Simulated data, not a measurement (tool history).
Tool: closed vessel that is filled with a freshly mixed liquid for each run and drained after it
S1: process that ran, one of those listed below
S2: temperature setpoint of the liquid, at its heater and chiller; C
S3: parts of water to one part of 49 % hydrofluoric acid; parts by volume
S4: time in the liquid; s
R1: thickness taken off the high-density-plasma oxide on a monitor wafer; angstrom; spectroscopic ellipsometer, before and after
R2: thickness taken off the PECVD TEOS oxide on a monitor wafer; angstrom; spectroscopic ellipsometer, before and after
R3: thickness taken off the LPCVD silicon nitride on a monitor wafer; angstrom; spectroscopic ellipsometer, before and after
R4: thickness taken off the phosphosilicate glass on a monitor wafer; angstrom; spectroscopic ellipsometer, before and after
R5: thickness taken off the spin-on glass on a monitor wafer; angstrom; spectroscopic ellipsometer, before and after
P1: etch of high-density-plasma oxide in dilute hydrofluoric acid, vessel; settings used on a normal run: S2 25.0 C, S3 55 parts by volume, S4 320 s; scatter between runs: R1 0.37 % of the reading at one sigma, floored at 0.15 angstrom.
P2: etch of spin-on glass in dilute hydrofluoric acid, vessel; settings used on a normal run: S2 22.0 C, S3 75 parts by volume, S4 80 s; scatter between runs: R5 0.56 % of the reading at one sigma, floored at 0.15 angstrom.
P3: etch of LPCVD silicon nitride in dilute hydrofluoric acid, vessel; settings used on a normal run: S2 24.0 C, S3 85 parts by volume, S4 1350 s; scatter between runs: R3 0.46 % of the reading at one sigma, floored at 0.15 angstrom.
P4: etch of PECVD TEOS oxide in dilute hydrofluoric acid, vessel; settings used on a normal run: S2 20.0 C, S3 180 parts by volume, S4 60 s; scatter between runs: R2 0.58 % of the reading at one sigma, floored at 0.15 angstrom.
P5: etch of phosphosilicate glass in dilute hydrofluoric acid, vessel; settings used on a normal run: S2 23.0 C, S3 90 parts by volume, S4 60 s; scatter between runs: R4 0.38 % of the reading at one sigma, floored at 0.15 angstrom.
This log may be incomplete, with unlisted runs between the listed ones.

run 1 hour=7.6 | S1=P1 S2=25.0 S3=55 S4=320 | R1=459.45
run 2 hour=15.9 | S1=P4 S2=20.0 S3=105 S4=60 | R2=93.197
run 3 hour=30.3 | S1=P3 S2=24.0 S3=140 S4=1350 | R3=48.953
run 4 hour=44.9 | S1=P3 S2=24.0 S3=85 S4=1350 | R3=79.506
run 5 hour=57.3 | S1=P5 S2=23.0 S3=155 S4=60 | R4=351.99
run 6 hour=70.6 | S1=P5 S2=31.0 S3=90 S4=60 | R4=894.74
run 7 hour=84.6 | S1=P4 S2=20.0 S3=180 S4=60 | R2=49.649
run 8 hour=99.2 | S1=P1 S2=25.0 S3=55 S4=320 | R1=463.95
run 9 hour=108.7 | S1=P2 S2=22.0 S3=75 S4=80 | R5=459.55
run 10 hour=117.4 | S1=P1 S2=25.0 S3=55 S4=30 | R1=43.47
run 11 hour=126.2 | S1=P5 S2=23.0 S3=90 S4=30 | R4=325.71
run 12 hour=139.8 | S1=P2 S2=22.0 S3=75 S4=80 | R5=457.01
run 13 hour=150.3 | S1=P1 S2=25.0 S3=55 S4=320 | R1=461.28
run 14 hour=164.3 | S1=P1 S2=25.0 S3=55 S4=320 | R1=458.98
run 15 hour=171.6 | S1=P1 S2=19.5 S3=55 S4=320 | R1=368.64
run 16 hour=179.4 | S1=P1 S2=19.0 S3=25 S4=320 | R1=817.04
run 17 hour=191.6 | S1=P1 S2=25.0 S3=95 S4=320 | R1=253.62
run 18 hour=201.5 | S1=P4 S2=17.0 S3=180 S4=60 | R2=44.612
run 19 hour=208.2 | S1=P1 S2=25.0 S3=55 S4=320 | R1=460.24
run 20 hour=220.4 | S1=P1 S2=32.0 S3=55 S4=320 | R1=603.96
run 21 hour=227.7 | S1=P1 S2=25.0 S3=20 S4=320 | R1=1333.50
run 22 hour=241.7 | S1=P1 S2=29.5 S3=95 S4=320 | R1=300.99
run 23 hour=250.3 | S1=P2 S2=22.0 S3=75 S4=130 | R5=741.95
run 24 hour=259.9 | S1=P1 S2=25.0 S3=55 S4=605 | R1=876.16
run 25 hour=271.2 | S1=P4 S2=20.0 S3=180 S4=120 | R2=100.380
run 26 hour=279.9 | S1=P3 S2=24.0 S3=85 S4=2390 | R3=141.290
run 27 hour=290.8 | S1=P3 S2=17.0 S3=85 S4=1350 | R3=49.143
run 28 hour=300.0 | S1=P5 S2=23.0 S3=90 S4=60 | R4=652.73
run 29 hour=310.6 | S1=P5 S2=23.0 S3=90 S4=60 | R4=652.45
run 30 hour=325.6 | S1=P1 S2=25.0 S3=55 S4=320 | R1=463.59
run 31 hour=335.5 | S1=P2 S2=30.5 S3=75 S4=80 | R5=638.01
run 32 hour=342.6 | S1=P1 S2=25.0 S3=55 S4=320 | R1=462.12
run 33 hour=353.0 | S1=P3 S2=24.0 S3=85 S4=1350 | R3=79.709

Run 34 is up next; what results do you expect?
run 34 hour=368.3 | S1=P2 S2=22.0 S3=25 S4=80 | R5=?

R5: 1450.50 angstrom
